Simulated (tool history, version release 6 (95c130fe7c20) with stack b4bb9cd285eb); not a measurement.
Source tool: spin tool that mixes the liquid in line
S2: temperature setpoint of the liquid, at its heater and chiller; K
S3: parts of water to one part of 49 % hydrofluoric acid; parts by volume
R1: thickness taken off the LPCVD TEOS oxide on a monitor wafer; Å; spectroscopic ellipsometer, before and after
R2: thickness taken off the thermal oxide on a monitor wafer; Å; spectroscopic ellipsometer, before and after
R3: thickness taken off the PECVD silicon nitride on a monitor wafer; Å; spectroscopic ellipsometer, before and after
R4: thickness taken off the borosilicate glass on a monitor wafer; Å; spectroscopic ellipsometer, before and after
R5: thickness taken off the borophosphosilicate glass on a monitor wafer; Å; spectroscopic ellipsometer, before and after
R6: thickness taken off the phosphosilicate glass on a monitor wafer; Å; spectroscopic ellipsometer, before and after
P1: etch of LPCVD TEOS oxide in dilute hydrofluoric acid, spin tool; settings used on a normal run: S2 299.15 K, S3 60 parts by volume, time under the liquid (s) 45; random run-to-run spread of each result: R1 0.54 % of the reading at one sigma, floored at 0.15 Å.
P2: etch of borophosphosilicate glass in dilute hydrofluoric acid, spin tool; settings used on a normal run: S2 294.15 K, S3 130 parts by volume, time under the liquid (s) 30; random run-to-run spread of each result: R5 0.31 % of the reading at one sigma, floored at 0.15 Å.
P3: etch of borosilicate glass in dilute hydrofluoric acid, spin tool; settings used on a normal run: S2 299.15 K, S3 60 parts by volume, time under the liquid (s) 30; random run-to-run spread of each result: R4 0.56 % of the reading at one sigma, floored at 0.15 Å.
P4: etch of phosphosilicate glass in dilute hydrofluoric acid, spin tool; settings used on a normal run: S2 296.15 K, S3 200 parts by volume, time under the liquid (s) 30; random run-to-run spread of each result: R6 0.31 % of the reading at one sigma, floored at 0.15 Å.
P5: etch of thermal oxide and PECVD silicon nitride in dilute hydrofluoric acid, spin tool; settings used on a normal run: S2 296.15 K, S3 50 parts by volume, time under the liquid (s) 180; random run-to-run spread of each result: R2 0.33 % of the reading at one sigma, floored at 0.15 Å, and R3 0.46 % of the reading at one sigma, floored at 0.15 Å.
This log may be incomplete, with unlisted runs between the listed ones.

{"run": 1, "hour": 15.2, "process that ran": "P1", "S2": 299.15, "S3": 60, "time under the liquid (s)": 45, "R1": 257.71}
{"run": 2, "hour": 30.4, "process that ran": "P1", "S2": 299.15, "S3": 40, "time under the liquid (s)": 45, "R1": 398.31}
{"run": 3, "hour": 39.1, "process that ran": "P5", "S2": 296.15, "S3": 50, "time under the liquid (s)": 355, "R2": 338.57, "R3": 256.42}
{"run": 4, "hour": 49.6, "process that ran": "P3", "S2": 299.15, "S3": 60, "time under the liquid (s)": 30, "R4": 240.5}
{"run": 5, "hour": 61.0, "process that ran": "P2", "S2": 294.15, "S3": 130, "time under the liquid (s)": 45, "R5": 122.66}
{"run": 6, "hour": 76.4, "process that ran": "P4", "S2": 290.15, "S3": 200, "time under the liquid (s)": 30, "R6": 61.785}
{"run": 7, "hour": 92.5, "process that ran": "P1", "S2": 299.15, "S3": 60, "time under the liquid (s)": 85, "R1": 489.07}
{"run": 8, "hour": 102.2, "process that ran": "P1", "S2": 299.15, "S3": 20, "time under the liquid (s)": 70, "R1": 1267}
{"run": 9, "hour": 118.3, "process that ran": "P4", "S2": 296.15, "S3": 100, "time under the liquid (s)": 30, "R6": 175.56}
{"run": 10, "hour": 126.3, "process that ran": "P3", "S2": 303.65, "S3": 60, "time under the liquid (s)": 30, "R4": 284.16}
{"run": 11, "hour": 135.0, "process that ran": "P1", "S2": 299.15, "S3": 85, "time under the liquid (s)": 70, "R1": 274.21}
{"run": 12, "hour": 148.7, "process that ran": "P3", "S2": 299.15, "S3": 60, "time under the liquid (s)": 15, "R4": 119.48}
{"run": 13, "hour": 159.6, "process that ran": "P4", "S2": 296.15, "S3": 200, "time under the liquid (s)": 55, "R6": 143.37}
{"run": 14, "hour": 175.9, "process that ran": "P1", "S2": 299.15, "S3": 60, "time under the liquid (s)": 45, "R1": 257.82}
{"run": 15, "hour": 191.8, "process that ran": "P1", "S2": 299.15, "S3": 60, "time under the liquid (s)": 15, "R1": 86.041}
{"run": 16, "hour": 208.0, "process that ran": "P1", "S2": 299.15, "S3": 60, "time under the liquid (s)": 45, "R1": 258.23}
{"run": 17, "hour": 223.7, "process that ran": "P3", "S2": 299.15, "S3": 25, "time under the liquid (s)": 30, "R4": 605.48}
{"run": 18, "hour": 239.1, "process that ran": "P2", "S2": 290.15, "S3": 130, "time under the liquid (s)": 30, "R5": 69.744}
{"run": 19, "hour": 247.8, "process that ran": "P5", "S2": 296.15, "S3": 20, "time under the liquid (s)": 180, "R2": 449.68, "R3": 316.27}
{"run": 20, "hour": 259.0, "process that ran": "P5", "S2": 290.15, "S3": 50, "time under the liquid (s)": 180, "R2": 133.37, "R3": 86.129}
{"run": 21, "hour": 275.3, "process that ran": "P5", "S2": 296.15, "S3": 50, "time under the liquid (s)": 180, "R2": 171.87, "R3": 130.31}
{"run": 22, "hour": 286.6, "process that ran": "P1", "S2": 299.15, "S3": 100, "time under the liquid (s)": 45, "R1": 145.88}
{"run": 23, "hour": 302.2, "process that ran": "P1", "S2": 299.15, "S3": 60, "time under the liquid (s)": 45, "R1": 258.25}
{"run": 24, "hour": 317.3, "process that ran": "P3", "S2": 299.15, "S3": 60, "time under the liquid (s)": 30, "R4": 240.54}
{"run": 25, "hour": 327.0, "process that ran": "P1", "S2": 305.65, "S3": 35, "time under the liquid (s)": 45, "R1": 592.43}
{"run": 26, "hour": 343.1, "process that ran": "P4", "S2": 296.15, "S3": 200, "time under the liquid (s)": 30, "R6": 77.413}
{"run": 27, "hour": 351.1, "process that ran": "P2", "S2": 294.15, "S3": 130, "time under the liquid (s)": 30, "R5": 82.667}
{"run": 28, "hour": 363.1, "process that ran": "P1", "S2": 293.15, "S3": 60, "time under the liquid (s)": 45, "R1": 202.27}
{"run": 29, "hour": 378.7, "process that ran": "P2", "S2": 294.15, "S3": 130, "time under the liquid (s)": 30, "R5": 82.246}
{"run": 30, "hour": 394.1, "process that ran": "P2", "S2": 294.15, "S3": 235, "time under the liquid (s)": 30, "R5": 40.69}
{"run": 31, "hour": 407.5, "process that ran": "P1", "S2": 303.65, "S3": 60, "time under the liquid (s)": 45, "R1": 306.85}
{"run": 32, "hour": 421.9, "process that ran": "P1", "S2": 299.15, "S3": 60, "time under the liquid (s)": 45, "R1": 255.54}
{"run": 33, "hour": 431.6, "process that ran": "P1", "S2": 299.15, "S3": 60, "time under the liquid (s)": 45, "R1": 252.93}
{"run": 34, "hour": 447.4, "process that ran": "P1", "S2": 299.15, "S3": 60, "time under the liquid (s)": 45, "R1": 251.67}
{"run": 35, "hour": 458.3, "process that ran": "P1", "S2": 299.15, "S3": 60, "time under the liquid (s)": 45, "R1": 247.43}
{"run": 36, "hour": 466.5, "process that ran": "P1", "S2": 299.15, "S3": 60, "time under the liquid (s)": 45, "R1": 245.41}
{"run": 37, "hour": 480.9, "process that ran": "P1", "S2": 299.15, "S3": 60, "time under the liquid (s)": 45, "R1": 244.06}
{"run": 38, "hour": 489.6, "process that ran": "P1", "S2": 299.15, "S3": 60, "time under the liquid (s)": 45, "R1": 247.8}
{"run": 39, "hour": 503.3, "process that ran": "P1", "S2": 299.15, "S3": 60, "time under the liquid (s)": 45, "R1": 244.63}
{"run": 40, "hour": 517.4, "process that ran": "P1", "S2": 299.15, "S3": 60, "time under the liquid (s)": 45, "R1": 246.02}
{"run": 41, "hour": 529.2, "process that ran": "P1", "S2": 299.15, "S3": 60, "time under the liquid (s)": 45, "R1": 242.21}
{"run": 42, "hour": 544.4, "process that ran": "P1", "S2": 299.15, "S3": 60, "time under the liquid (s)": 45, "R1": 242.2}

The output of P1 has drifted from where it used to be. Each of the 2 causes below, taken at the size shown beside it, accounts for the log equally well:
A: liquid colder than its thermometer reads (K) = 1.46
B: hydrofluoric acid flow below the setpoint (%) = 5.3
The gradual shift began around hour 421.9.

Consider the 4 single-wafer check runs listed below, results given as question marks: which one distinguishes between the causes by giving clearly different results for each?
{"run": "check 1", "hour": 559.6, "process that ran": "P5", "S2": 290.15, "S3": 50, "time under the liquid (s)": 350, "R2": "?", "R3": "?"}
{"run": "check 2", "hour": 559.6, "process that ran": "P3", "S2": 299.15, "S3": 60, "time under the liquid (s)": 15, "R4": "?"}
{"run": "check 3", "hour": 559.6, "process that ran": "P4", "S2": 291.15, "S3": 105, "time under the liquid (s)": 30, "R6": "?"}
{"run": "check 4", "hour": 559.6, "process that ran": "P2", "S2": 290.65, "S3": 130, "time under the liquid (s)": 30, "R5": "?"}

What each check would give under each cause:
check=check_1 result=R2 if_A=243.71 if_B=245.24
check=check_1 result=R3 if_A=150.3 if_B=158.25
check=check_2 result=R4 if_A=112.46 if_B=112.45
check=check_3 result=R6 if_A=126.8 if_B=126.88
check=check_4 result=R5 if_A=66.952 if_B=66.877
Distance between the nearest two causes, measured in the result of the check that separates them most: check 1 5.15 %; check 2 0.01 %; check 3 0.06 %; check 4 0.11 %
The causes can be told apart only by check 1. The other checks would give nearly the same results under each of them.

Check 1 was carried out, with these results: R2 241.99 Å; R3 149.9 Å. Which of the listed causes is responsible?

It is A: liquid colder than its thermometer reads (K).

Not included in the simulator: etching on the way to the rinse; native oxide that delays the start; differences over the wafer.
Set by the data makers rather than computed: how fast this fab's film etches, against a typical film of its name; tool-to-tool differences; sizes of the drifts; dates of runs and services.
